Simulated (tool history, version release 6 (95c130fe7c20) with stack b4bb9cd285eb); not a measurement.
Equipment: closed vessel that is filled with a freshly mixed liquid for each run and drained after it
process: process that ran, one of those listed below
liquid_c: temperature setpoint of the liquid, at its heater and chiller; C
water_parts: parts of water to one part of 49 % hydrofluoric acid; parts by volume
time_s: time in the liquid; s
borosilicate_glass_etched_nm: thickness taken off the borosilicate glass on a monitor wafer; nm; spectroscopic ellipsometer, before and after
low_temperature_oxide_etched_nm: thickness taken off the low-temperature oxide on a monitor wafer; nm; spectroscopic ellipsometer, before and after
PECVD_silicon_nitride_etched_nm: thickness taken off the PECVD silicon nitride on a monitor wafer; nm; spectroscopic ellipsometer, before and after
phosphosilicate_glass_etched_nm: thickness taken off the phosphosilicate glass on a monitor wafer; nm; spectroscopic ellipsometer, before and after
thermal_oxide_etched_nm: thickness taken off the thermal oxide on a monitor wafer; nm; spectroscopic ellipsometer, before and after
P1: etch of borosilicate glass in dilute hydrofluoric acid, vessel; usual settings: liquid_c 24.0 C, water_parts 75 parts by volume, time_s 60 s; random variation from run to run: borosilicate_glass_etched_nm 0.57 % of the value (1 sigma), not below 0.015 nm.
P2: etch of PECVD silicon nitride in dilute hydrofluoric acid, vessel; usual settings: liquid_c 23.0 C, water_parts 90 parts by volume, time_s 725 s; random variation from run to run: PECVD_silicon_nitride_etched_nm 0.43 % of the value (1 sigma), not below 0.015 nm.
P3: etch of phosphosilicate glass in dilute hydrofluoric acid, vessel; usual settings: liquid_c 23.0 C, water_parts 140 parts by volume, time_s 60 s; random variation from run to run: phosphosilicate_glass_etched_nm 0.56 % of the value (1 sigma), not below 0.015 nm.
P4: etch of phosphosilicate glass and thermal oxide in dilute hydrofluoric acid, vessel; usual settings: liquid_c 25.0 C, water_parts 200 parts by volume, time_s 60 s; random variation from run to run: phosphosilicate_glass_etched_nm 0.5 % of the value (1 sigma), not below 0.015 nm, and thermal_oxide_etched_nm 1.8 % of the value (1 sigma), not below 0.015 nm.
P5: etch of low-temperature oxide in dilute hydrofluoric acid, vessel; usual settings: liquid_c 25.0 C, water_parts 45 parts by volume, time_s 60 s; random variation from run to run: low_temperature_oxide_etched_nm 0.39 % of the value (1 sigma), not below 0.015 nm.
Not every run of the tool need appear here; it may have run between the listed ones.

run   hour  process  liquid_c  water_parts  time_s  hours since the thermometer was replaced  hours since the hydrofluoric acid flow meter was replaced  borosilicate_glass_etched_nm  low_temperature_oxide_etched_nm  PECVD_silicon_nitride_etched_nm  phosphosilicate_glass_etched_nm  thermal_oxide_etched_nm
  1    4.1       P1      24.0           75      60                                     521.8                                                      297.6                        25.897
  2    8.3       P1      19.5           75      60                                     526.0                                                      301.8                        21.394
  3   12.8       P5      25.0           45      60                                     530.5                                                      306.3                                                         34.792
  4   17.9       P1      24.0           75      60                                     535.6                                                      311.4                        26.040
  5   22.0       P2      23.0           90     725                                     539.7                                                      315.5                                                                                          42.666
  6   28.3       P3      23.0          140      60                                     546.0                                                      321.8                                                                                                                           28.932
  7   33.4       P4      25.0          115      60                                     551.1                                                      326.9                                                                                                                           89.753                  2.38720
  8   39.2       P2      23.0           20     725                                     556.9                                                      332.7                                                                                         183.600
  9   44.8       P3      23.0          140      30                                     562.5                                                      338.3                                                                                                                           14.369
 10   47.9       P3      23.0           35      60                                     565.6                                                      341.4                                                                                                                          128.650
 11   52.8       P1      29.0           75      60                                     570.5                                                      346.3                        31.679
 12   57.1       P1      30.5           75      35                                     574.8                                                      350.6                        19.503
      58.1  -- thermometer replaced
 13   61.6       P2      23.0           90    1350                                       3.5                                                      355.1                                                                                          79.525
 14   68.0       P1      24.0           20      60                                       9.9                                                      361.5                       104.500
 15   74.2       P4      25.0          200      60                                      16.1                                                      367.7                                                                                                                           46.952                  1.23490
 16   78.1       P4      17.0          200      60                                      20.0                                                      371.6                                                                                                                           34.315                  0.91121
 17   84.6       P1      24.0           75      60                                      26.5                                                      378.1                        25.888
 18   91.1       P5      18.0           45      60                                      33.0                                                      384.6                                                         25.897
 19   96.0       P2      18.0           90     725                                      37.9                                                      389.5                                                                                          30.456
 20  102.2       P1      24.0           75     110                                      44.1                                                      395.7                        48.309
 21  106.1       P3      17.0          140      60                                      48.0                                                      399.6                                                                                                                           22.603
 22  112.1       P4      25.0          200      35                                      54.0                                                      405.6                                                                                                                           27.158                  0.73527
 23  116.3       P1      24.0           75      60                                      58.2                                                      409.8                        25.907
 24  120.4       P1      24.0           75      30                                      62.3                                                      413.9                        13.115
 25  125.2       P1      24.0           75      60                                      67.1                                                      418.7                        25.966
 26  131.4       P5      25.0           20      60                                      73.3                                                      424.9                                                         81.076
 27  136.6       P1      24.0           75      60                                      78.5                                                      430.1                        26.204
 28  142.3       P1      29.5           75     115                                      84.2                                                      435.8                        61.620
 29  147.4       P1      24.0          140      60                                      89.3                                                      440.9                        12.894
 30  151.8       P5      25.0           45      30                                      93.7                                                      445.3                                                         17.385
 31  155.6       P1      24.0           75      60                                      97.5                                                      449.1                        26.034
 32  161.4       P1      24.0           75      60                                     103.3                                                      454.9                        25.495
 33  166.0       P1      24.0           75      60                                     107.9                                                      459.5                        25.137
 34  170.1       P1      24.0           75      60                                     112.0                                                      463.6                        24.724
 35  173.1       P1      24.0           75      60                                     115.0                                                      466.6                        24.752
 36  178.5       P1      24.0           75      60                                     120.4                                                      472.0                        24.684
 37  183.6       P1      24.0           75      60                                     125.5                                                      477.1                        24.377
 38  186.5       P1      24.0           75      60                                     128.4                                                      480.0                        24.601
 39  190.4       P1      24.0           75      60                                     132.3                                                      483.9                        24.668
 40  195.3       P1      24.0           75      60                                     137.2                                                      488.8                        24.051
 41  200.0       P1      24.0           75      60                                     141.9                                                      493.5                        24.310
 42  204.2       P1      24.0           75      60                                     146.1                                                      497.7                        24.358

The output of P1 has drifted from where it used to be. Each of the 2 causes below, taken at the size shown beside it, accounts for the log equally well:
A: liquid colder than its thermometer reads (K) = 1.7
B: hydrofluoric acid flow below the setpoint (%) = 6.09
The drift started at roughly hour 155.6.

Consider the 4 single-wafer check runs listed below, results given as question marks: which one distinguishes between the causes by giving clearly different results for each?
check 1  208.4       P5      22.0           45      60                                                                                                                                                                   ?
check 2  208.4       P2      23.0           20    1160                                                                                                                                                                                                    ?
check 3  208.4       P4      21.5          200      60                                                                                                                                                                                                                                     ?                        ?
check 4  208.4       P3      17.5           35      60                                                                                                                                                                                                                                     ?

Check results expected under each cause:
  check                           result     if A     if B
check 1  low_temperature_oxide_etched_nm   28.585   28.735
check 2  PECVD_silicon_nitride_etched_nm  261.910  277.560
check 3  phosphosilicate_glass_etched_nm   38.389   37.979
check 3          thermal_oxide_etched_nm  1.03040  1.01940
check 4  phosphosilicate_glass_etched_nm   95.686   96.594
Per-check spread between the two closest causes, in the result where they differ most: check 1 0.52 %; check 2 5.8 %; check 3 1.07 %; check 4 0.94 %
The causes can be told apart only by check 2. The other checks would give nearly the same results under each of them.

After running check 2, the following was obtained: PECVD_silicon_nitride_etched_nm 261.460 nm. Which cause does this point to?

A is the cause: liquid colder than its thermometer reads (K).
